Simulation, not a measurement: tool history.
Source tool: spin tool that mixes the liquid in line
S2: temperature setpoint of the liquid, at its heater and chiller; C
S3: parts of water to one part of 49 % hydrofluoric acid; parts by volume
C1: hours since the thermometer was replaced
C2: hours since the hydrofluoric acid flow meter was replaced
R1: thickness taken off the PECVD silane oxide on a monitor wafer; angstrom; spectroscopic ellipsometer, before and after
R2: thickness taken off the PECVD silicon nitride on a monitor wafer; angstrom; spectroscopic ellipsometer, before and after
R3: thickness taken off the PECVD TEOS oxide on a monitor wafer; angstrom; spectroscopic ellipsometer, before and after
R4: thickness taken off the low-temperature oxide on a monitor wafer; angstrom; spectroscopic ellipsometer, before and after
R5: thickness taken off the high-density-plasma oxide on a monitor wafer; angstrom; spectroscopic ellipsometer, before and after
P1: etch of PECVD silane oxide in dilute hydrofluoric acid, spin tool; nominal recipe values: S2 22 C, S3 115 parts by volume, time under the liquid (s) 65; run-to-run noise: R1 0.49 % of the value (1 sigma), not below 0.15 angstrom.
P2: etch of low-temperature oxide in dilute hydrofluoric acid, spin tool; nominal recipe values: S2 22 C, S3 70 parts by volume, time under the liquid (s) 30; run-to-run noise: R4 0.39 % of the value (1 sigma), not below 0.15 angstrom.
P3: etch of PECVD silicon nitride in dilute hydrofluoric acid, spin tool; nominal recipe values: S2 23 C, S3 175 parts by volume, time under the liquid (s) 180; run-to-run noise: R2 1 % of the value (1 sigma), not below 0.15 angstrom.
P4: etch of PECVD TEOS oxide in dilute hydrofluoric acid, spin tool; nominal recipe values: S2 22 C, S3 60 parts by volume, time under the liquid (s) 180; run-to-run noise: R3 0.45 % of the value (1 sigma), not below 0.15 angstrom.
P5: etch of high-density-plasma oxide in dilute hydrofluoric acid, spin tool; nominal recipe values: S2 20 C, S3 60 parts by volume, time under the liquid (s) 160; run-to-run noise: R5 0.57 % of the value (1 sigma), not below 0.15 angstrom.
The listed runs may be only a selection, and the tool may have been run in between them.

Run 1, day 0.183: process that ran P1, S2 22 C, S3 115 parts by volume, time under the liquid (s) 65; C1 904.1; C2 1184.3. Result: R1 193.59 angstrom.
Run 2, day 0.392: process that ran P1, S2 22 C, S3 115 parts by volume, time under the liquid (s) 65; C1 909.1; C2 1189.3. Result: R1 193.43 angstrom.
Run 3, day 0.592: process that ran P3, S2 23 C, S3 320 parts by volume, time under the liquid (s) 180; C1 913.9; C2 1194.1. Result: R2 13.127 angstrom.
Run 4, day 0.842: process that ran P1, S2 27.5 C, S3 115 parts by volume, time under the liquid (s) 65; C1 919.9; C2 1200.1. Result: R1 241.38 angstrom.
At day 0.929: hydrofluoric acid flow meter replaced.
Run 5, day 1.083: process that ran P4, S2 22 C, S3 20 parts by volume, time under the liquid (s) 180; C1 925.7; C2 3.8. Result: R3 789.69 angstrom.
Run 6, day 1.267: process that ran P1, S2 22 C, S3 115 parts by volume, time under the liquid (s) 65; C1 930.1; C2 8.2. Result: R1 193.38 angstrom.
Run 7, day 1.558: process that ran P2, S2 22 C, S3 70 parts by volume, time under the liquid (s) 15; C1 937.1; C2 15.2. Result: R4 29.185 angstrom.
Run 8, day 1.804: process that ran P4, S2 18 C, S3 60 parts by volume, time under the liquid (s) 180; C1 943; C2 21.1. Result: R3 211.04 angstrom.
Run 9, day 2.121: process that ran P4, S2 22 C, S3 60 parts by volume, time under the liquid (s) 180; C1 950.6; C2 28.7. Result: R3 250.9 angstrom.
Run 10, day 2.438: process that ran P5, S2 20 C, S3 60 parts by volume, time under the liquid (s) 160; C1 958.2; C2 36.3. Result: R5 124.69 angstrom.
Run 11, day 2.621: process that ran P1, S2 22 C, S3 20 parts by volume, time under the liquid (s) 65; C1 962.6; C2 40.7. Result: R1 1251.9 angstrom.
Run 12, day 2.804: process that ran P1, S2 22 C, S3 115 parts by volume, time under the liquid (s) 65; C1 967; C2 45.1. Result: R1 195.14 angstrom.
Run 13, day 3.067: process that ran P3, S2 23 C, S3 175 parts by volume, time under the liquid (s) 35; C1 973.3; C2 51.4. Result: R2 4.7502 angstrom.
Run 14, day 3.271: process that ran P1, S2 22 C, S3 115 parts by volume, time under the liquid (s) 65; C1 978.2; C2 56.3. Result: R1 193.51 angstrom.
Run 15, day 3.496: process that ran P1, S2 26.5 C, S3 115 parts by volume, time under the liquid (s) 15; C1 983.6; C2 61.7. Result: R1 53.4 angstrom.
Run 16, day 3.683: process that ran P2, S2 17 C, S3 70 parts by volume, time under the liquid (s) 30; C1 988.1; C2 66.2. Result: R4 47.688 angstrom.
Run 17, day 3.938: process that ran P5, S2 20 C, S3 60 parts by volume, time under the liquid (s) 235; C1 994.2; C2 72.3. Result: R5 184.07 angstrom.
Run 18, day 4.242: process that ran P1, S2 22 C, S3 115 parts by volume, time under the liquid (s) 65; C1 1001.5; C2 79.6. Result: R1 195.48 angstrom.
Run 19, day 4.538: process that ran P1, S2 22 C, S3 115 parts by volume, time under the liquid (s) 100; C1 1008.6; C2 86.7. Result: R1 298.61 angstrom.
Run 20, day 4.775: process that ran P4, S2 22 C, S3 60 parts by volume, time under the liquid (s) 310; C1 1014.3; C2 92.4. Result: R3 427.79 angstrom.
Run 21, day 5.042: process that ran P5, S2 17 C, S3 60 parts by volume, time under the liquid (s) 160; C1 1020.7; C2 98.8. Result: R5 109.5 angstrom.
Run 22, day 5.233: process that ran P1, S2 22 C, S3 115 parts by volume, time under the liquid (s) 25; C1 1025.3; C2 103.4. Result: R1 73.818 angstrom.
Run 23, day 5.429: process that ran P1, S2 22 C, S3 180 parts by volume, time under the liquid (s) 65; C1 1030; C2 108.1. Result: R1 114.99 angstrom.
Run 24, day 5.596: process that ran P3, S2 23 C, S3 175 parts by volume, time under the liquid (s) 180; C1 1034; C2 112.1. Result: R2 23.742 angstrom.
Run 25, day 5.833: process that ran P2, S2 22 C, S3 70 parts by volume, time under the liquid (s) 30; C1 1039.7; C2 117.8. Result: R4 58.465 angstrom.
Run 26, day 6.154: process that ran P2, S2 22 C, S3 95 parts by volume, time under the liquid (s) 30; C1 1047.4; C2 125.5. Result: R4 41.331 angstrom.
Run 27, day 6.454: process that ran P3, S2 27.5 C, S3 175 parts by volume, time under the liquid (s) 180; C1 1054.6; C2 132.7. Result: R2 31.271 angstrom.
Run 28, day 6.738: process that ran P5, S2 20 C, S3 90 parts by volume, time under the liquid (s) 160; C1 1061.4; C2 139.5. Result: R5 80.463 angstrom.
Run 29, day 7.008: process that ran P1, S2 22 C, S3 115 parts by volume, time under the liquid (s) 65; C1 1067.9; C2 146. Result: R1 194.39 angstrom.
Run 30, day 7.296: process that ran P5, S2 20 C, S3 60 parts by volume, time under the liquid (s) 160; C1 1074.8; C2 152.9. Result: R5 125.87 angstrom.
Run 31, day 7.475: process that ran P2, S2 22 C, S3 70 parts by volume, time under the liquid (s) 30; C1 1079.1; C2 157.2. Result: R4 58.835 angstrom.
Run 32, day 7.788: process that ran P1, S2 17 C, S3 115 parts by volume, time under the liquid (s) 65; C1 1086.6; C2 164.7. Result: R1 159.62 angstrom.
Run 33, day 7.988: process that ran P1, S2 22 C, S3 115 parts by volume, time under the liquid (s) 65; C1 1091.4; C2 169.5. Result: R1 195.72 angstrom.
Run 34, day 8.279: process that ran P1, S2 22 C, S3 115 parts by volume, time under the liquid (s) 65; C1 1098.4; C2 176.5. Result: R1 185.55 angstrom.
Run 35, day 8.458: process that ran P1, S2 22 C, S3 115 parts by volume, time under the liquid (s) 65; C1 1102.7; C2 180.8. Result: R1 185.78 angstrom.
Run 36, day 8.746: process that ran P1, S2 22 C, S3 115 parts by volume, time under the liquid (s) 65; C1 1109.6; C2 187.7. Result: R1 181.48 angstrom.
Run 37, day 8.967: process that ran P1, S2 22 C, S3 115 parts by volume, time under the liquid (s) 65; C1 1114.9; C2 193. Result: R1 179.87 angstrom.
Run 38, day 9.288: process that ran P1, S2 22 C, S3 115 parts by volume, time under the liquid (s) 65; C1 1122.6; C2 200.7. Result: R1 178.86 angstrom.
Run 39, day 9.612: process that ran P1, S2 22 C, S3 115 parts by volume, time under the liquid (s) 65; C1 1130.4; C2 208.5. Result: R1 178.38 angstrom.
Run 40, day 9.758: process that ran P1, S2 22 C, S3 115 parts by volume, time under the liquid (s) 65; C1 1133.9; C2 212. Result: R1 178.09 angstrom.
Run 41, day 9.904: process that ran P1, S2 22 C, S3 115 parts by volume, time under the liquid (s) 65; C1 1137.4; C2 215.5. Result: R1 178.55 angstrom.

What P1 gives has crept away from where it was. These 2 causes fit the log equally well, each at the size given:
A: liquid colder than its thermometer reads (K) = 2.04
B: hydrofluoric acid flow below the setpoint (%) = 6.97
Onset of the creep was near day 7.988.

4 check runs are offered, each on 2 wafers whose results are averaged, their results left as question marks. Which one tells the causes apart?
Run check 1, day 10.05: process that ran P5, S2 20 C, S3 60 parts by volume, time under the liquid (s) 160. Result: R5 ?.
Run check 2, day 10.05: process that ran P3, S2 23 C, S3 175 parts by volume, time under the liquid (s) 180. Result: R2 ?.
Run check 3, day 10.05: process that ran P4, S2 22 C, S3 60 parts by volume, time under the liquid (s) 180. Result: R3 ?.
Run check 4, day 10.05: process that ran P2, S2 22 C, S3 70 parts by volume, time under the liquid (s) 30. Result: R4 ?.

Expected result of each check under each candidate cause:
  check  result    if A    if B
check 1      R5  114.02  115.06
check 2      R2  20.916  22.243
check 3      R3  229.68   231.4
check 4      R4  53.714  54.047
Minimum pairwise separation of causes per check, each pair taken at its best-separating result: check 1 0.91 %; check 2 6.15 %; check 3 0.75 %; check 4 0.62 %
Check 2 distinguishes between the causes, while the remaining checks would return nearly the same result for all of them.

Then check 2 was run and gave: R2 22.378 angstrom. Which cause is it?

It was cause B: hydrofluoric acid flow below the setpoint (%).
